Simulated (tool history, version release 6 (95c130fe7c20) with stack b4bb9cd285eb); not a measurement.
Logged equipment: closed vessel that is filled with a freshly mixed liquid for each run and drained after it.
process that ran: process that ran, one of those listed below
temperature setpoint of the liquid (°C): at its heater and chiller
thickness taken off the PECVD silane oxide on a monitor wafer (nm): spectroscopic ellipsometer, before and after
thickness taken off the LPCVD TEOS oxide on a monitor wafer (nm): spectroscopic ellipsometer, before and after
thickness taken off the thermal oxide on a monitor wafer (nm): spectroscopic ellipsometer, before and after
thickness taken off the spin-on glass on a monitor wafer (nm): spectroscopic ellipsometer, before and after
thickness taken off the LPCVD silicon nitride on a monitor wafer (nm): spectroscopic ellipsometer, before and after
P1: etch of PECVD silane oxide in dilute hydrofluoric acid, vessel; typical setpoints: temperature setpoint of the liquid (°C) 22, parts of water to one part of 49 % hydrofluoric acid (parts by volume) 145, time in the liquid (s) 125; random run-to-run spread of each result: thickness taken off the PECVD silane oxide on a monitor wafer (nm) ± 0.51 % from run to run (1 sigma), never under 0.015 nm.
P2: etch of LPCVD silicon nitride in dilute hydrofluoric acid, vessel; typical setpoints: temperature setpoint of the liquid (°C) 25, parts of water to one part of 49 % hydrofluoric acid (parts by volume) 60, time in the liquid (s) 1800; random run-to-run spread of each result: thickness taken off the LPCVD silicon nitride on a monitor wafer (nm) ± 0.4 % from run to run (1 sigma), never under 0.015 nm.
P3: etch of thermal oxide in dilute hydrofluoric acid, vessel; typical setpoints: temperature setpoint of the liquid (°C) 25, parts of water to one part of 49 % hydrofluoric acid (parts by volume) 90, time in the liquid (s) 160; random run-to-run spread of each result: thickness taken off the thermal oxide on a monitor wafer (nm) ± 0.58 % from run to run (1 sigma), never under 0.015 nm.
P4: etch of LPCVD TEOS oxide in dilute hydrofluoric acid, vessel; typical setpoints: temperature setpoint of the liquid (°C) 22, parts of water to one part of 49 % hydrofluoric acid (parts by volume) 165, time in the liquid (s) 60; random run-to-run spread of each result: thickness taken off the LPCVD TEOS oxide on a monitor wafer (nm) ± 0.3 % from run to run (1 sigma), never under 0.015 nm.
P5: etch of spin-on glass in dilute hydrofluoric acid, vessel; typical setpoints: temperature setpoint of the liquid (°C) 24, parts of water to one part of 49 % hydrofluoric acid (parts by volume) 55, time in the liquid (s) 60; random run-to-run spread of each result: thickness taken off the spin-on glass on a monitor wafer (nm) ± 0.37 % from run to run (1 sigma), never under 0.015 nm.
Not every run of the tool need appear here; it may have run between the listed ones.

run,day,process that ran,temperature setpoint of the liquid (°C),parts of water to one part of 49 % hydrofluoric acid (parts by volume),time in the liquid (s),thickness taken off the PECVD silane oxide on a monitor wafer (nm),thickness taken off the LPCVD TEOS oxide on a monitor wafer (nm),thickness taken off the thermal oxide on a monitor wafer (nm),thickness taken off the spin-on glass on a monitor wafer (nm),thickness taken off the LPCVD silicon nitride on a monitor wafer (nm)
1,0.371,P1,22,145,125,22.121,,,,
2,0.838,P4,22,35,60,,93.501,,,
3,1.462,P3,25,90,160,,,8.8364,,
4,1.933,P1,29.5,145,125,29.396,,,,
5,2.65,P1,22,90,125,37.977,,,,
6,3.308,P5,24,55,60,,,,50.998,
7,3.888,P4,22,165,60,,17.071,,,
8,4.604,P5,24,30,60,,,,97.357,
9,5.2,P5,24,55,60,,,,50.838,
10,5.562,P5,24,55,95,,,,80.948,
11,6.242,P4,22,165,30,,8.519,,,
12,6.588,P3,17.5,90,160,,,6.4265,,
13,7.088,P1,22,230,125,12.786,,,,
14,7.592,P1,22,145,30,5.27,,,,
15,7.967,P2,25,60,1800,,,,,16.916
16,8.517,P1,28.5,145,30,6.7563,,,,
17,8.862,P4,17,165,60,,13.993,,,
18,9.325,P5,29,55,60,,,,62.618,
19,9.733,P3,25,155,160,,,4.75,,
20,10.204,P1,22,145,125,22.066,,,,
21,10.658,P1,22,145,125,22.244,,,,
22,11.042,P3,25,90,260,,,14.435,,
23,11.692,P2,25,60,250,,,,,2.3472
24,12.092,P1,22,145,125,22.047,,,,
25,12.712,P1,22,145,125,22.047,,,,
26,13.421,P2,17,60,1800,,,,,9.7006
27,14.062,P1,17,145,125,18.223,,,,
28,14.579,P2,25,60,1800,,,,,16.868
29,15.225,P2,25,85,1800,,,,,11.937
30,15.621,P4,22,165,60,,17.074,,,
31,16.138,P1,22,145,190,33.67,,,,
32,16.629,P1,22,145,125,22.036,,,,
33,16.967,P1,22,145,125,22.66,,,,
34,17.304,P1,22,145,125,22.831,,,,
35,17.838,P1,22,145,125,23.042,,,,
36,18.329,P1,22,145,125,23.103,,,,
37,18.854,P1,22,145,125,23.238,,,,
38,19.404,P1,22,145,125,23.29,,,,

The output of P1 has drifted from where it used to be. Each of the 2 causes below, taken at the size shown beside it, accounts for the log equally well:
A: hydrofluoric acid flow above the setpoint (%) = 4.71
B: liquid hotter than its thermometer reads (K) = 1.37
At approximately day 16.629, the process output began to creep.

Each of the 4 check runs below uses one wafer; its results are left as question marks. Which run tells the causes apart?
check 1,19.954,P2,25,60,1800,,,,,?
check 2,19.954,P4,22,165,60,,?,,,
check 3,19.954,P5,24,55,60,,,,?,
check 4,19.954,P3,25,90,160,,,?,,

Outcome of each check run for each possible cause:
check,result,if A,if B
check 1,thickness taken off the LPCVD silicon nitride on a monitor wafer (nm),17.683,18.507
check 2,thickness taken off the LPCVD TEOS oxide on a monitor wafer (nm),17.995,17.969
check 3,thickness taken off the spin-on glass on a monitor wafer (nm),53.542,53.899
check 4,thickness taken off the thermal oxide on a monitor wafer (nm),9.309,9.3335
Gap, in per cent, between the two causes that each check separates least, read from the result that separates them most: check 1 4.55 %; check 2 0.14 %; check 3 0.66 %; check 4 0.26 %
The other checks would show nearly matching results whichever cause is true, so check 1 is the only one that separates the causes.

After running check 1, the following was obtained: thickness taken off the LPCVD silicon nitride on a monitor wafer (nm) 17.708. Which cause does this point to?

It is A: hydrofluoric acid flow above the setpoint (%).

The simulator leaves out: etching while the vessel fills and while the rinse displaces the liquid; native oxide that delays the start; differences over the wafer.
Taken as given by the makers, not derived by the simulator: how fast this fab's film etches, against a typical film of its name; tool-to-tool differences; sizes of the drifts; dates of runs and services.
